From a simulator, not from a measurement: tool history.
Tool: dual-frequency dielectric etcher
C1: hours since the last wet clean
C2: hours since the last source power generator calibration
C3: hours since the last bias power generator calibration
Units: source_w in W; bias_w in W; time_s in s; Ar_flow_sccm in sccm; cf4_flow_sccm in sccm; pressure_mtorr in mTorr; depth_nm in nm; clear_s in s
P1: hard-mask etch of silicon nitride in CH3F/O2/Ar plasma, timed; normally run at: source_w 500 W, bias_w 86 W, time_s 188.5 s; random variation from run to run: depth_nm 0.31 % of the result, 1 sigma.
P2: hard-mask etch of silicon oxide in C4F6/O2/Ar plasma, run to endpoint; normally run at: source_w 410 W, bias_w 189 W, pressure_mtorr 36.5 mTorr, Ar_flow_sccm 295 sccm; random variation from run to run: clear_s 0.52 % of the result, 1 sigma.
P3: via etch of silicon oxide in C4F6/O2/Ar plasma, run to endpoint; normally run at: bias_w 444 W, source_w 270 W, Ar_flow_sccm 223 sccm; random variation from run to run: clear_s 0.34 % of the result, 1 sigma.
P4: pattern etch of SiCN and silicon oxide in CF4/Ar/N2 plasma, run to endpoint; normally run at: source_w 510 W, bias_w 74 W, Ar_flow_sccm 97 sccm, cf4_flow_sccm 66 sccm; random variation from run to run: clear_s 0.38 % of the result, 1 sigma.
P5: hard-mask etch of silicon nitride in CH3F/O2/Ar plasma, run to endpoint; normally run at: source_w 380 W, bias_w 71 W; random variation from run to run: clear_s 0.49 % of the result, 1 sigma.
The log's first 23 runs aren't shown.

-- hour=140.1 wet clean of the chamber
run 24 hour=144.8 | process=P2 source_w=410 bias_w=189 Ar_flow_sccm=295 pressure_mtorr=50.0 | C1=4.7 C2=1667.8 C3=2431.5 | clear_s=104.660
run 25 hour=151.3 | process=P3 source_w=270 bias_w=444 Ar_flow_sccm=177 | C1=11.2 C2=1674.3 C3=2438.0 | clear_s=30.526
run 26 hour=160.3 | process=P5 source_w=380 bias_w=71 | C1=20.2 C2=1683.3 C3=2447.0 | clear_s=46.386
-- hour=161.3 bias power generator calibrated
run 27 hour=166.8 | process=P1 source_w=500 bias_w=86 time_s=188.5 | C1=26.7 C2=1689.8 C3=5.5 | depth_nm=149.820
run 28 hour=171.8 | process=P5 source_w=380 bias_w=57 | C1=31.7 C2=1694.8 C3=10.5 | clear_s=49.834
run 29 hour=177.5 | process=P3 source_w=350 bias_w=444 Ar_flow_sccm=223 | C1=37.4 C2=1700.5 C3=16.2 | clear_s=28.681
run 30 hour=184.4 | process=P2 source_w=500 bias_w=189 Ar_flow_sccm=295 pressure_mtorr=36.5 | C1=44.3 C2=1707.4 C3=23.1 | clear_s=93.645
run 31 hour=189.2 | process=P1 source_w=500 bias_w=121 time_s=234.0 | C1=49.1 C2=1712.2 C3=27.9 | depth_nm=212.240
run 32 hour=197.0 | process=P1 source_w=500 bias_w=86 time_s=239.5 | C1=56.9 C2=1720.0 C3=35.7 | depth_nm=191.130
run 33 hour=203.3 | process=P4 source_w=650 bias_w=74 Ar_flow_sccm=97 cf4_flow_sccm=66 | C1=63.2 C2=1726.3 C3=42.0 | clear_s=10.904
run 34 hour=209.5 | process=P1 source_w=500 bias_w=86 time_s=188.5 | C1=69.4 C2=1732.5 C3=48.2 | depth_nm=151.420
run 35 hour=217.0 | process=P1 source_w=500 bias_w=86 time_s=188.5 | C1=76.9 C2=1740.0 C3=55.7 | depth_nm=150.180

Run 36 comes next. What will it give?
run 36 hour=224.0 | process=P1 source_w=500 bias_w=86 time_s=188.5 | C1=83.9 C2=1747.0 C3=62.7 | depth_nm=?

Run 36 gave depth_nm 148.920 nm.
